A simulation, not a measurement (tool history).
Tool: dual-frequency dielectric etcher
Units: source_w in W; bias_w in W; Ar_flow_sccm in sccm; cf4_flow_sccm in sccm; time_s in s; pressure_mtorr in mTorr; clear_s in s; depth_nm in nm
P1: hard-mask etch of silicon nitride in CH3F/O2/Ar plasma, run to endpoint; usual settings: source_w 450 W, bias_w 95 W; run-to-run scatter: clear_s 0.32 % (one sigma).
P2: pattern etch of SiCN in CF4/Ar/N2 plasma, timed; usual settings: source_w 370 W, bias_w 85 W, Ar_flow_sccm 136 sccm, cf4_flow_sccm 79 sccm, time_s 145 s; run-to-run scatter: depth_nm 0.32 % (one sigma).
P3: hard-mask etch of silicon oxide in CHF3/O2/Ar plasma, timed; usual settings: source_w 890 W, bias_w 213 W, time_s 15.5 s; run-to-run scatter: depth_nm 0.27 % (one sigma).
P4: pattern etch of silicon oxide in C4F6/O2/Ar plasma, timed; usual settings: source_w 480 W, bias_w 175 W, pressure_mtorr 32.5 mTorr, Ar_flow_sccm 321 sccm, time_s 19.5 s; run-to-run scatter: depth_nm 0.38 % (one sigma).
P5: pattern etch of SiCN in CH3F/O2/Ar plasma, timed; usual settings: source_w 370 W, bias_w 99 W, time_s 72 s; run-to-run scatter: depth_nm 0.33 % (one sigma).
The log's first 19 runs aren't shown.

| run | day | process | source_w | bias_w | Ar_flow_sccm | cf4_flow_sccm | time_s | pressure_mtorr | clear_s | depth_nm |
|---|---|---|---|---|---|---|---|---|---|---|
| 20 | 3.496 | P1 | 580 | 95 |  |  |  |  | 60.991 |  |
|  | 3.567 | bias power generator calibrated |
| 21 | 3.708 | P4 | 610 | 175 | 321 |  | 19.5 | 32.5 |  | 71.815 |
| 22 | 3.817 | P5 | 490 | 99 |  |  | 72 |  |  | 32.398 |
| 23 | 4.029 | P2 | 370 | 85 | 136 | 79 | 145 |  |  | 108.21 |
| 24 | 4.162 | P5 | 370 | 99 |  |  | 72 |  |  | 29.09 |
| 25 | 4.392 | P1 | 300 | 60 |  |  |  |  | 92.248 |  |
| 26 | 4.5 | P5 | 370 | 99 |  |  | 52.5 |  |  | 21.392 |
| 27 | 4.712 | P1 | 450 | 95 |  |  |  |  | 67.274 |  |
| 28 | 4.825 | P1 | 450 | 113 |  |  |  |  | 63.317 |  |

Run 29 comes next. What will it give?
| 29 | 5.004 | P3 | 1060 | 213 |  |  | 15.5 |  |  | ? |

Run 29 gave depth_nm 39.934 nm.
